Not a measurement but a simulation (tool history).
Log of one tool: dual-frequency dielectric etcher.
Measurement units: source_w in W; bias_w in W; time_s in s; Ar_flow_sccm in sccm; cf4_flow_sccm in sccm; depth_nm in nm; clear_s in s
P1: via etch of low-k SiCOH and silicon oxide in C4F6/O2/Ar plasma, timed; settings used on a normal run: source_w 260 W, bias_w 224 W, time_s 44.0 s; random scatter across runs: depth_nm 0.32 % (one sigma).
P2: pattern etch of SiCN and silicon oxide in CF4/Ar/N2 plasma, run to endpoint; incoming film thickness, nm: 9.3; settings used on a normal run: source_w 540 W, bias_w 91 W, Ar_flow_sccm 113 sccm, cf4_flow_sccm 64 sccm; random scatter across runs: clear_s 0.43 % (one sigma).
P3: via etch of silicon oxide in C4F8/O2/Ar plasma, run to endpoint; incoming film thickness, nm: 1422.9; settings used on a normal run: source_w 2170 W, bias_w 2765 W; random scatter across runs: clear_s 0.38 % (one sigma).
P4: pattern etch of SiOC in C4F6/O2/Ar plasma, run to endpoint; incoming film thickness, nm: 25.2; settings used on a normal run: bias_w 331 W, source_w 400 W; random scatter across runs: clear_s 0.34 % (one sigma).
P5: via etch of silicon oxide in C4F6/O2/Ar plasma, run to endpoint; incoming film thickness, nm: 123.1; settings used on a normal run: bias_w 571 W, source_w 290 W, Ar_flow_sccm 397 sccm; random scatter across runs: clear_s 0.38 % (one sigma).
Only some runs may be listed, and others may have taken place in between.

| run | hour | process | source_w | bias_w | time_s | Ar_flow_sccm | cf4_flow_sccm | hours since the last wet clean | hours since the last source power generator calibration | hours since the last bias power generator calibration | depth_nm | clear_s |
|---|---|---|---|---|---|---|---|---|---|---|---|---|
| 1 | 8.0 | P1 | 260 | 224 | 44.0 |  |  | 108.4 | 787.4 | 946.8 | 104.690 |  |
| 2 | 19.8 | P1 | 200 | 224 | 44.0 |  |  | 120.2 | 799.2 | 958.6 | 94.420 |  |
| 3 | 27.1 | P1 | 260 | 224 | 44.0 |  |  | 127.5 | 806.5 | 965.9 | 104.390 |  |
| 4 | 32.5 | P4 | 400 | 331 |  |  |  | 132.9 | 811.9 | 971.3 |  | 9.8776 |
| 5 | 44.0 | P1 | 260 | 178 | 34.5 |  |  | 144.4 | 823.4 | 982.8 | 75.684 |  |
| 6 | 53.6 | P1 | 330 | 224 | 44.0 |  |  | 154.0 | 833.0 | 992.4 | 114.170 |  |
| 7 | 63.9 | P2 | 540 | 91 |  | 113 | 64 | 164.3 | 843.3 | 1002.7 |  | 8.6726 |
| 8 | 69.8 | P1 | 260 | 224 | 44.0 |  |  | 170.2 | 849.2 | 1008.6 | 104.690 |  |
| 9 | 77.2 | P5 | 290 | 571 |  | 397 |  | 177.6 | 856.6 | 1016.0 |  | 29.5340 |
| 10 | 86.9 | P2 | 540 | 91 |  | 113 | 46 | 187.3 | 866.3 | 1025.7 |  | 9.1336 |
| 11 | 98.7 | P5 | 290 | 699 |  | 397 |  | 199.1 | 878.1 | 1037.5 |  | 27.4420 |
| 12 | 109.7 | P4 | 400 | 331 |  |  |  | 210.1 | 889.1 | 1048.5 |  | 9.8900 |
| 13 | 117.7 | P1 | 260 | 161 | 44.0 |  |  | 218.1 | 897.1 | 1056.5 | 93.245 |  |
| 14 | 130.1 | P1 | 260 | 224 | 44.0 |  |  | 230.5 | 909.5 | 1068.9 | 104.690 |  |
| 15 | 140.0 | P3 | 1700 | 2765 |  |  |  | 240.4 | 919.4 | 1078.8 |  | 272.5900 |
| 16 | 151.5 | P2 | 540 | 91 |  | 113 | 64 | 251.9 | 930.9 | 1090.3 |  | 8.7979 |
| 17 | 157.1 | P2 | 540 | 91 |  | 71 | 64 | 257.5 | 936.5 | 1095.9 |  | 8.1640 |
| 18 | 163.3 | P3 | 2170 | 1669 |  |  |  | 263.7 | 942.7 | 1102.1 |  | 285.8500 |
| 19 | 169.7 | P5 | 290 | 571 |  | 317 |  | 270.1 | 949.1 | 1108.5 |  | 28.9020 |
| 20 | 178.1 | P2 | 720 | 91 |  | 113 | 64 | 278.5 | 957.5 | 1116.9 |  | 6.8117 |
| 21 | 186.1 | P1 | 260 | 274 | 44.0 |  |  | 286.5 | 965.5 | 1124.9 | 111.930 |  |
| 22 | 197.1 | P1 | 260 | 224 | 63.0 |  |  | 297.5 | 976.5 | 1135.9 | 149.940 |  |
| 23 | 207.8 | P1 | 260 | 280 | 26.0 |  |  | 308.2 | 987.2 | 1146.6 | 66.559 |  |
| 24 | 214.6 | P1 | 340 | 147 | 44.0 |  |  | 315.0 | 994.0 | 1153.4 | 101.250 |  |
| 25 | 226.3 | P5 | 290 | 571 |  | 397 |  | 326.7 | 1005.7 | 1165.1 |  | 29.5640 |
| 26 | 234.4 | P4 | 400 | 465 |  |  |  | 334.8 | 1013.8 | 1173.2 |  | 8.7309 |

For run 27, what comes out?
| 27 | 246.2 | P1 | 260 | 224 | 24.0 |  |  | 346.6 | 1025.6 | 1185.0 | ? |  |

depth_nm: 56.912 nm
